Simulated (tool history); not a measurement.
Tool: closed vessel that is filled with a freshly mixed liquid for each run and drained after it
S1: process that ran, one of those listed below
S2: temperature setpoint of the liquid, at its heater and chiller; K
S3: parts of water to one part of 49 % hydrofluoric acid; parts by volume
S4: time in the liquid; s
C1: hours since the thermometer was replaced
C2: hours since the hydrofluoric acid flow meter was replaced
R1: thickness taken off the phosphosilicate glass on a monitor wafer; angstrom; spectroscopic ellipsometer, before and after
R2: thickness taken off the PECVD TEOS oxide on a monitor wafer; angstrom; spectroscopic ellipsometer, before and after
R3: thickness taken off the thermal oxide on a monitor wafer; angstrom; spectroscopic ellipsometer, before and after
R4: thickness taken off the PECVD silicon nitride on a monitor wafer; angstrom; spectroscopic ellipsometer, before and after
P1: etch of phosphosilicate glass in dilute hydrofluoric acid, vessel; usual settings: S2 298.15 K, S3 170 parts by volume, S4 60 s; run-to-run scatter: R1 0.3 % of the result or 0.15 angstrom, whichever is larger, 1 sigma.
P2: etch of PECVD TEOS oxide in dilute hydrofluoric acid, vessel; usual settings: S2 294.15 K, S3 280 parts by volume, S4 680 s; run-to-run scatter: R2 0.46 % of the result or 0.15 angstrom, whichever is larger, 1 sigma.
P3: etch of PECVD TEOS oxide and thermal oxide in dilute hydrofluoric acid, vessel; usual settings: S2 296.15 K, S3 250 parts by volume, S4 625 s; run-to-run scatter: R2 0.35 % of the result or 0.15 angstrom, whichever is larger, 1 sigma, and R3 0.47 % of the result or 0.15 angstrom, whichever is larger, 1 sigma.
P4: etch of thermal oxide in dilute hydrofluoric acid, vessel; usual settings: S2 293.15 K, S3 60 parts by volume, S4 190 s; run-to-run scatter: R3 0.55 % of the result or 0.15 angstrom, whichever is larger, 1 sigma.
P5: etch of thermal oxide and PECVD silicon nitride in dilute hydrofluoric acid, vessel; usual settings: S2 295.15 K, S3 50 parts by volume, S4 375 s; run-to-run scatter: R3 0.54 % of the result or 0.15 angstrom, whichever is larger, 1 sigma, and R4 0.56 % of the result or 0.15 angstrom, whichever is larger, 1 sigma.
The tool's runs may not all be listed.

{"run": 1, "hour": 8.6, "S1": "P1", "S2": 298.15, "S3": 170, "S4": 60, "C1": 994, "C2": 1882.2, "R1": 508.77}
{"run": 2, "hour": 20.9, "S1": "P1", "S2": 298.15, "S3": 170, "S4": 60, "C1": 1006.3, "C2": 1894.5, "R1": 510.61}
{"run": 3, "hour": 32.5, "S1": "P1", "S2": 298.15, "S3": 60, "S4": 30, "C1": 1017.9, "C2": 1906.1, "R1": 830.04}
{"run": 4, "hour": 41.2, "S1": "P1", "S2": 298.15, "S3": 170, "S4": 30, "C1": 1026.6, "C2": 1914.8, "R1": 254.36}
{"run": 5, "hour": 56.2, "S1": "P2", "S2": 294.15, "S3": 280, "S4": 680, "C1": 1041.6, "C2": 1929.8, "R2": 255.55}
{"run": 6, "hour": 68.9, "S1": "P1", "S2": 298.15, "S3": 170, "S4": 60, "C1": 1054.3, "C2": 1942.5, "R1": 512.34}
{"run": 7, "hour": 76.4, "S1": "P3", "S2": 296.15, "S3": 250, "S4": 625, "C1": 1061.8, "C2": 1950, "R2": 280.24, "R3": 92.631}
{"run": 8, "hour": 87.2, "S1": "P4", "S2": 293.15, "S3": 85, "S4": 190, "C1": 1072.6, "C2": 1960.8, "R3": 89.28}
{"run": 9, "hour": 99.9, "S1": "P3", "S2": 290.15, "S3": 250, "S4": 625, "C1": 1085.3, "C2": 1973.5, "R2": 221.87, "R3": 74.417}
{"run": 10, "hour": 107.4, "S1": "P3", "S2": 296.15, "S3": 250, "S4": 625, "C1": 1092.8, "C2": 1981, "R2": 278.13, "R3": 92.495}
{"run": 11, "hour": 122.9, "S1": "P1", "S2": 292.65, "S3": 170, "S4": 60, "C1": 1108.3, "C2": 1996.5, "R1": 413.69}
{"run": 12, "hour": 132.6, "S1": "P5", "S2": 295.15, "S3": 50, "S4": 375, "C1": 1118, "C2": 2006.2, "R3": 332.64, "R4": 142.13}
{"run": 13, "hour": 144.3, "S1": "P2", "S2": 294.15, "S3": 280, "S4": 680, "C1": 1129.7, "C2": 2017.9, "R2": 256.54}
{"run": 14, "hour": 157.8, "S1": "P4", "S2": 293.15, "S3": 60, "S4": 365, "C1": 1143.2, "C2": 2031.4, "R3": 251.39}
{"run": 15, "hour": 169.2, "S1": "P1", "S2": 298.15, "S3": 290, "S4": 60, "C1": 1154.6, "C2": 2042.8, "R1": 263.22}
{"run": 16, "hour": 181.0, "S1": "P4", "S2": 300.65, "S3": 60, "S4": 190, "C1": 1166.4, "C2": 2054.6, "R3": 176.6}
{"run": 17, "hour": 188.6, "S1": "P3", "S2": 296.15, "S3": 250, "S4": 65, "C1": 1174, "C2": 2062.2, "R2": 28.849, "R3": 9.7004}
{"run": 18, "hour": 198.3, "S1": "P2", "S2": 294.15, "S3": 280, "S4": 1250, "C1": 1183.7, "C2": 2071.9, "R2": 477.67}
{"run": 19, "hour": 210.2, "S1": "P1", "S2": 298.15, "S3": 170, "S4": 60, "C1": 1195.6, "C2": 2083.8, "R1": 511.41}
{"run": 20, "hour": 222.4, "S1": "P4", "S2": 293.15, "S3": 60, "S4": 190, "C1": 1207.8, "C2": 2096, "R3": 130.02}
{"run": 21, "hour": 234.5, "S1": "P1", "S2": 303.15, "S3": 170, "S4": 60, "C1": 1219.9, "C2": 2108.1, "R1": 610.21}
{"run": 22, "hour": 243.3, "S1": "P5", "S2": 295.15, "S3": 20, "S4": 375, "C1": 1228.7, "C2": 2116.9, "R3": 872.7, "R4": 339.58}
{"run": 23, "hour": 256.7, "S1": "P1", "S2": 298.15, "S3": 170, "S4": 100, "C1": 1242.1, "C2": 2130.3, "R1": 848.32}
{"run": 24, "hour": 268.6, "S1": "P4", "S2": 293.15, "S3": 60, "S4": 190, "C1": 1254, "C2": 2142.2, "R3": 130.22}
{"run": 25, "hour": 279.4, "S1": "P2", "S2": 294.15, "S3": 85, "S4": 680, "C1": 1264.8, "C2": 2153, "R2": 1042.4}
{"run": 26, "hour": 290.0, "S1": "P3", "S2": 296.15, "S3": 390, "S4": 625, "C1": 1275.4, "C2": 2163.6, "R2": 157.01, "R3": 52.289}
{"run": 27, "hour": 301.2, "S1": "P5", "S2": 295.15, "S3": 50, "S4": 375, "C1": 1286.6, "C2": 2174.8, "R3": 338.48, "R4": 141.31}
{"run": 28, "hour": 311.5, "S1": "P5", "S2": 295.15, "S3": 50, "S4": 155, "C1": 1296.9, "C2": 2185.1, "R3": 138.73, "R4": 58.14}

The next listed run, before its measurement:
{"run": 29, "hour": 327.7, "S1": "P5", "S2": 302.65, "S3": 50, "S4": 375, "C1": 1313.1, "C2": 2201.3, "R3": "?", "R4": "?"}

Run 29 gave R3 450.76 angstrom, R4 232.93 angstrom.

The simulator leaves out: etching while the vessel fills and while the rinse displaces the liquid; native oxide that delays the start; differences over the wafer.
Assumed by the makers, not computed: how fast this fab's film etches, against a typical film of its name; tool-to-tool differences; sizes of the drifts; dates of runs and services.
